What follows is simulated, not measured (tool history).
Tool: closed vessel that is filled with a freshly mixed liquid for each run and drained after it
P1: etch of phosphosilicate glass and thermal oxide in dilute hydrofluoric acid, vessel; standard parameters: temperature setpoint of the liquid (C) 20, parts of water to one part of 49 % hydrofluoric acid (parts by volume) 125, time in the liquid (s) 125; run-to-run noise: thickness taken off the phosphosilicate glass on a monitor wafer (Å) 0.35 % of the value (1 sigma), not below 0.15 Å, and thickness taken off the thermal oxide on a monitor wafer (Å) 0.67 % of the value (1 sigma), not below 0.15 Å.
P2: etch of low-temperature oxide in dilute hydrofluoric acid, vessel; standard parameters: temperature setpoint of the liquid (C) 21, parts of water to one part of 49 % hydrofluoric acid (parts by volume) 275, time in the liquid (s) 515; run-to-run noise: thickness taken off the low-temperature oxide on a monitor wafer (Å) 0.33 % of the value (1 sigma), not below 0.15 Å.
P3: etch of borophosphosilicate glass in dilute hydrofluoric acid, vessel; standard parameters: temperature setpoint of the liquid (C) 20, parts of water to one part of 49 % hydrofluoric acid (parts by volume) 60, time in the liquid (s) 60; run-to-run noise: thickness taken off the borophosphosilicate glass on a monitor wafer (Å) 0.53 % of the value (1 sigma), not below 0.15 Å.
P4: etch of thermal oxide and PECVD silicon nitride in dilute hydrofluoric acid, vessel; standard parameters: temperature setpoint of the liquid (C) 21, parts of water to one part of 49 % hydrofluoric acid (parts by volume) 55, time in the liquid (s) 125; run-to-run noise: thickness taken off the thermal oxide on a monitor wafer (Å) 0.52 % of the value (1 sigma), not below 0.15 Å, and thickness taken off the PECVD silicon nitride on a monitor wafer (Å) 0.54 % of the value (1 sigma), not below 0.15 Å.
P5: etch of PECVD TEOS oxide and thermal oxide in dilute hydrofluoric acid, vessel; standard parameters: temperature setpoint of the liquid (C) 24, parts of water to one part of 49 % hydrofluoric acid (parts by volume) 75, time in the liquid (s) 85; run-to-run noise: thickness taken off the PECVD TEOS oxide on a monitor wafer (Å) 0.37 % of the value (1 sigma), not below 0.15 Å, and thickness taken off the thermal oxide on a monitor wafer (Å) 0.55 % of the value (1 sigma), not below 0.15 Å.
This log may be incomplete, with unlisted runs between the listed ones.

run,hour,process that ran,temperature setpoint of the liquid (C),parts of water to one part of 49 % hydrofluoric acid (parts by volume),time in the liquid (s),thickness taken off the phosphosilicate glass on a monitor wafer (Å),thickness taken off the thermal oxide on a monitor wafer (Å),thickness taken off the PECVD silicon nitride on a monitor wafer (Å),thickness taken off the PECVD TEOS oxide on a monitor wafer (Å),thickness taken off the borophosphosilicate glass on a monitor wafer (Å),thickness taken off the low-temperature oxide on a monitor wafer (Å)
1,8.8,P1,20,125,125,492.12,39.224,,,,
2,25.4,P4,21,55,125,,99.435,38.313,,,
3,38.3,P1,20,125,190,751.19,59.038,,,,
4,52.4,P5,24,75,85,,54.761,,97.084,,
5,63.9,P1,20,125,125,493.62,38.959,,,,
6,72.9,P1,20,55,125,1209.7,95.325,,,,
7,85.5,P4,21,55,250,,201.43,76.589,,,
8,101,P1,20,125,125,494.87,38.912,,,,
9,116.6,P1,17,125,125,437.1,34.416,,,,
10,131.1,P3,20,60,60,,,,,476.06,
11,142,P3,17,60,60,,,,,417.87,
12,155.1,P1,20,215,125,262.44,20.366,,,,
13,165.3,P2,21,275,175,,,,,,121.85
14,177.8,P5,24,35,85,,124.52,,219.27,,
15,187.3,P5,17,75,85,,40.674,,72.738,,
16,196,P4,21,55,125,,101.16,38.345,,,
17,208.1,P1,20,125,125,493.5,39.56,,,,
18,221.6,P3,20,60,30,,,,,237.22,
19,230.2,P1,20,125,125,496.6,39.515,,,,
20,245.8,P3,20,90,60,,,,,305.32,
21,254.2,P1,27,125,230,1188.7,95.139,,,,
22,265.6,P2,21,275,515,,,,,,359.88
23,274.4,P1,25,125,125,600.49,47.978,,,,
24,283,P1,20,125,45,177.69,13.99,,,,
25,293.3,P2,28.5,275,515,,,,,,469.72
26,309.2,P4,29,55,125,,137.47,64.659,,,
27,317.5,P4,21,20,125,,286.42,100.91,,,
28,332.5,P2,21,100,515,,,,,,1181.4
29,345.4,P2,21,275,515,,,,,,357.77
30,358.3,P1,20,125,125,496.45,38.91,,,,
31,374.5,P5,24,75,155,,100.52,,178.66,,
32,390,P1,20,125,125,494.51,38.616,,,,
33,402.5,P1,20,125,125,492.41,39.518,,,,
34,412.7,P1,20,125,125,506.41,40.238,,,,
35,423.7,P1,20,125,125,517.64,40.594,,,,
36,440.7,P1,20,125,125,525.88,41.719,,,,
37,455.3,P1,20,125,125,526.71,41.254,,,,
38,463.9,P1,20,125,125,528.65,42.063,,,,
39,471.8,P1,20,125,125,530.06,41.7,,,,
40,481.4,P1,20,125,125,528.78,41.788,,,,
41,491.5,P1,20,125,125,530.53,41.62,,,,

The log shows P1 creeping away from where it was. Any of the 2 causes listed here, at the size stated for it, fits the log just as well as the others:
A: liquid hotter than its thermometer reads (K) = 1.82
B: hydrofluoric acid flow above the setpoint (%) = 6.64
The drift started at roughly hour 402.5.

4 check runs are offered, one wafer each, their results left as question marks. Which one tells the causes apart?
check 1,501.6,P4,29,55,235,,?,?,,,
check 2,501.6,P2,26.5,105,515,,,,,,?
check 3,501.6,P3,20,80,60,,,,,?,
check 4,501.6,P5,24,45,125,,?,,?,,

If the cause were each of the candidates in turn, the checks would give the following:
check,result,if A,if B
check 1,thickness taken off the thermal oxide on a monitor wafer (Å),279.95,279.44
check 1,thickness taken off the PECVD silicon nitride on a monitor wafer (Å),137.65,130.47
check 2,thickness taken off the low-temperature oxide on a monitor wafer (Å),1490.3,1495.1
check 3,thickness taken off the borophosphosilicate glass on a monitor wafer (Å),375.94,374.02
check 4,thickness taken off the thermal oxide on a monitor wafer (Å),150.68,149.68
check 4,thickness taken off the PECVD TEOS oxide on a monitor wafer (Å),268,266.22
How far apart the two closest causes lie, in the result that separates them most: check 1 5.36 %; check 2 0.32 %; check 3 0.51 %; check 4 0.67 %
The other checks would show nearly matching results whichever cause is true, so check 1 is the only one that separates the causes.

With check 1 done, the readings were: thickness taken off the thermal oxide on a monitor wafer (Å) 281.45; thickness taken off the PECVD silicon nitride on a monitor wafer (Å) 138.32. Identify which of the listed causes applies.

It is A: liquid hotter than its thermometer reads (K).
